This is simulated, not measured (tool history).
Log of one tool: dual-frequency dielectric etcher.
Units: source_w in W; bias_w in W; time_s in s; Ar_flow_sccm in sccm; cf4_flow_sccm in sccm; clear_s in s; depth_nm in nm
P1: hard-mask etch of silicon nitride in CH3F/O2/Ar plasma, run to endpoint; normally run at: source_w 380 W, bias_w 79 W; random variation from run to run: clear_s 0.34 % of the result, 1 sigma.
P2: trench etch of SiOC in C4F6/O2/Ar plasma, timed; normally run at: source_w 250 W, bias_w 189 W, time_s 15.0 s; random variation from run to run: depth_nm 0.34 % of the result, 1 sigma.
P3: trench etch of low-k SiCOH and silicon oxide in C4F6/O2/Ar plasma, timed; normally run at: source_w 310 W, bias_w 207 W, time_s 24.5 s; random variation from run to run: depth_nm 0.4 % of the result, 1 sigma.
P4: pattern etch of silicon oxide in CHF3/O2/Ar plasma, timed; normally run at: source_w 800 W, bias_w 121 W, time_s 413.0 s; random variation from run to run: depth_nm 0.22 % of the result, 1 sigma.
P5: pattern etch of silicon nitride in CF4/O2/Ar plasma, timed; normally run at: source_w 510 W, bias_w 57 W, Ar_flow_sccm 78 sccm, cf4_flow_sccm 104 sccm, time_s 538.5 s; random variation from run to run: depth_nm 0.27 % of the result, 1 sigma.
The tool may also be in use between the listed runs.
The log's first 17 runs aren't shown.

run,hour,process,source_w,bias_w,time_s,Ar_flow_sccm,cf4_flow_sccm,hours since the last wet clean,hours since the last source power generator calibration,hours since the last bias power generator calibration,clear_s,depth_nm
18,85.7,P4,800,121,413.0,,,180.0,1688.6,31.8,,772.530
19,91.5,P3,200,207,24.5,,,185.8,1694.4,37.6,,61.376
20,96.5,P3,310,207,24.5,,,190.8,1699.4,42.6,,73.127
21,100.7,P2,250,189,8.0,,,195.0,1703.6,46.8,,14.293
22,104.4,P2,300,189,15.0,,,198.7,1707.3,50.5,,28.834
23,110.4,P5,510,57,538.5,53,104,204.7,1713.3,56.5,,1180.200
24,116.5,P1,380,79,,,,210.8,1719.4,62.6,64.384,
25,119.8,P3,310,146,24.5,,,214.1,1722.7,65.9,,64.448
26,123.0,P4,510,121,413.0,,,217.3,1725.9,69.1,,646.940
27,128.9,P5,380,57,538.5,78,104,223.2,1731.8,75.0,,881.270
28,133.5,P4,800,121,413.0,,,227.8,1736.4,79.6,,774.510
29,139.8,P2,250,254,15.0,,,234.1,1742.7,85.9,,29.704
30,144.0,P1,460,95,,,,238.3,1746.9,90.1,56.580,
31,147.9,P1,380,111,,,,242.2,1750.8,94.0,57.011,
32,154.2,P1,380,79,,,,248.5,1757.1,100.3,64.241,
33,158.1,P1,380,79,,,,252.4,1761.0,104.2,64.210,
34,162.7,P1,380,79,,,,257.0,1765.6,108.8,63.784,
35,166.0,P1,380,79,,,,260.3,1768.9,112.1,64.453,
36,171.9,P1,380,79,,,,266.2,1774.8,118.0,63.907,
37,177.6,P1,380,79,,,,271.9,1780.5,123.7,63.479,
# hour 180.2: wet clean of the chamber
38,181.0,P1,380,79,,,,0.9,1783.9,127.1,63.655,
39,185.6,P1,380,79,,,,5.5,1788.5,131.7,63.450,
40,191.5,P1,380,79,,,,11.4,1794.4,137.6,63.209,
41,195.0,P1,380,79,,,,14.9,1797.9,141.1,63.547,
42,200.0,P1,380,79,,,,19.9,1802.9,146.1,63.652,

Forecast run 43:
43,203.0,P1,380,79,,,,22.9,1805.9,149.1,?,

clear_s: 63.613 s

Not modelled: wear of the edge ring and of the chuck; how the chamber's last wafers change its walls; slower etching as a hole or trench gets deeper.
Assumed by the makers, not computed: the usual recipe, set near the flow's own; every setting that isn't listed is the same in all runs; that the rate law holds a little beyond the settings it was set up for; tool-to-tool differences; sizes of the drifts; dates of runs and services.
